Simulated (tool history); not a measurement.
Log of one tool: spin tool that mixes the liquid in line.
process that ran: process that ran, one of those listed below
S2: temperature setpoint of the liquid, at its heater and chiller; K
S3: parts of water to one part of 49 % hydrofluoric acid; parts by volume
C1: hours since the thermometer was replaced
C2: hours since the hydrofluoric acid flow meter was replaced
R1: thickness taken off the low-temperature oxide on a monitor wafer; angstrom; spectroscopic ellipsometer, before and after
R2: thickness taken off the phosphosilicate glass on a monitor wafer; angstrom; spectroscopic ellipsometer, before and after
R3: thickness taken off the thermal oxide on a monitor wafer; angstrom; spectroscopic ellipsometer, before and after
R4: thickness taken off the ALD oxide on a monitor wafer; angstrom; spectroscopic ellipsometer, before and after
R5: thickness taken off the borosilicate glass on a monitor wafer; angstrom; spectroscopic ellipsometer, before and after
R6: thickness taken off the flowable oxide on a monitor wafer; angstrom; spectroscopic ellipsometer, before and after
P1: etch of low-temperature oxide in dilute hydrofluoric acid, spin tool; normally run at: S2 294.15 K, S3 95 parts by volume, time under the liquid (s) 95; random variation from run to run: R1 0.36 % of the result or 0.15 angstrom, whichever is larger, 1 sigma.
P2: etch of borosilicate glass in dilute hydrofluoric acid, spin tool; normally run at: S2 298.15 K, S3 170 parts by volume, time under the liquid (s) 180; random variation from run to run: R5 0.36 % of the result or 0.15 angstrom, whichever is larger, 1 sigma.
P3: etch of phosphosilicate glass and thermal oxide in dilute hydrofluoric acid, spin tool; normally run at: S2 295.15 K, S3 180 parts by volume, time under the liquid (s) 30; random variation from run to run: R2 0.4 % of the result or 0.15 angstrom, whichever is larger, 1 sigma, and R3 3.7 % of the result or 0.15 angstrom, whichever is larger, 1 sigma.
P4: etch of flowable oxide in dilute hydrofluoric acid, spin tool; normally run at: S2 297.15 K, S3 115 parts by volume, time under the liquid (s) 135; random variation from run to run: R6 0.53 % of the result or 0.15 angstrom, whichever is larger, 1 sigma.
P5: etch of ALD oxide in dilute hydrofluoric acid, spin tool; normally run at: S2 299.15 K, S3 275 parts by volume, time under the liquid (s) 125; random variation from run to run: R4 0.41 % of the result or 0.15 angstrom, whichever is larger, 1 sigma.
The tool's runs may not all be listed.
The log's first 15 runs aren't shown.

{"run": 16, "hour": 147.8, "process that ran": "P5", "S2": 299.15, "S3": 410, "time under the liquid (s)": 125, "C1": 538.8, "C2": 324.0, "R4": 52.053}
{"run": 17, "hour": 157.9, "process that ran": "P4", "S2": 297.15, "S3": 115, "time under the liquid (s)": 230, "C1": 548.9, "C2": 334.1, "R6": 672.05}
{"run": 18, "hour": 168.1, "process that ran": "P1", "S2": 294.15, "S3": 95, "time under the liquid (s)": 95, "C1": 559.1, "C2": 344.3, "R1": 109.82}
{"run": 19, "hour": 176.9, "process that ran": "P1", "S2": 290.15, "S3": 25, "time under the liquid (s)": 95, "C1": 567.9, "C2": 353.1, "R1": 382.55}
{"run": 20, "hour": 184.0, "process that ran": "P4", "S2": 297.15, "S3": 165, "time under the liquid (s)": 135, "C1": 575.0, "C2": 360.2, "R6": 258.74}
{"run": 21, "hour": 192.7, "process that ran": "P4", "S2": 290.15, "S3": 115, "time under the liquid (s)": 135, "C1": 583.7, "C2": 368.9, "R6": 296.58}
{"run": 22, "hour": 199.9, "process that ran": "P3", "S2": 295.15, "S3": 75, "time under the liquid (s)": 30, "C1": 590.9, "C2": 376.1, "R2": 475.02, "R3": 17.826}
{"run": 23, "hour": 212.7, "process that ran": "P1", "S2": 294.15, "S3": 95, "time under the liquid (s)": 95, "C1": 603.7, "C2": 388.9, "R1": 110.66}
{"run": 24, "hour": 224.3, "process that ran": "P4", "S2": 297.15, "S3": 115, "time under the liquid (s)": 135, "C1": 615.3, "C2": 400.5, "R6": 393.04}
{"run": 25, "hour": 230.4, "process that ran": "P2", "S2": 304.65, "S3": 170, "time under the liquid (s)": 180, "C1": 621.4, "C2": 406.6, "R5": 295.89}
{"run": 26, "hour": 243.3, "process that ran": "P2", "S2": 298.15, "S3": 40, "time under the liquid (s)": 180, "C1": 634.3, "C2": 419.5, "R5": 1176.9}
{"run": 27, "hour": 251.6, "process that ran": "P1", "S2": 294.15, "S3": 95, "time under the liquid (s)": 50, "C1": 642.6, "C2": 427.8, "R1": 57.751}
{"run": 28, "hour": 258.5, "process that ran": "P1", "S2": 294.15, "S3": 95, "time under the liquid (s)": 95, "C1": 649.5, "C2": 434.7, "R1": 110.15}
{"run": 29, "hour": 266.8, "process that ran": "P2", "S2": 298.15, "S3": 170, "time under the liquid (s)": 335, "C1": 657.8, "C2": 443.0, "R5": 433.87}
{"run": 30, "hour": 272.7, "process that ran": "P1", "S2": 290.15, "S3": 95, "time under the liquid (s)": 95, "C1": 663.7, "C2": 448.9, "R1": 93.471}
{"run": 31, "hour": 282.8, "process that ran": "P5", "S2": 305.15, "S3": 275, "time under the liquid (s)": 125, "C1": 673.8, "C2": 459.0, "R4": 107.92}
{"run": 32, "hour": 296.0, "process that ran": "P3", "S2": 290.15, "S3": 180, "time under the liquid (s)": 30, "C1": 687.0, "C2": 472.2, "R2": 143.98, "R3": 6.416}

Run 33 comes next. What will it give?
{"run": 33, "hour": 306.4, "process that ran": "P5", "S2": 299.15, "S3": 275, "time under the liquid (s)": 125, "C1": 697.4, "C2": 482.6, "R4": "?"}

Run 33 gave R4 88.231 angstrom.
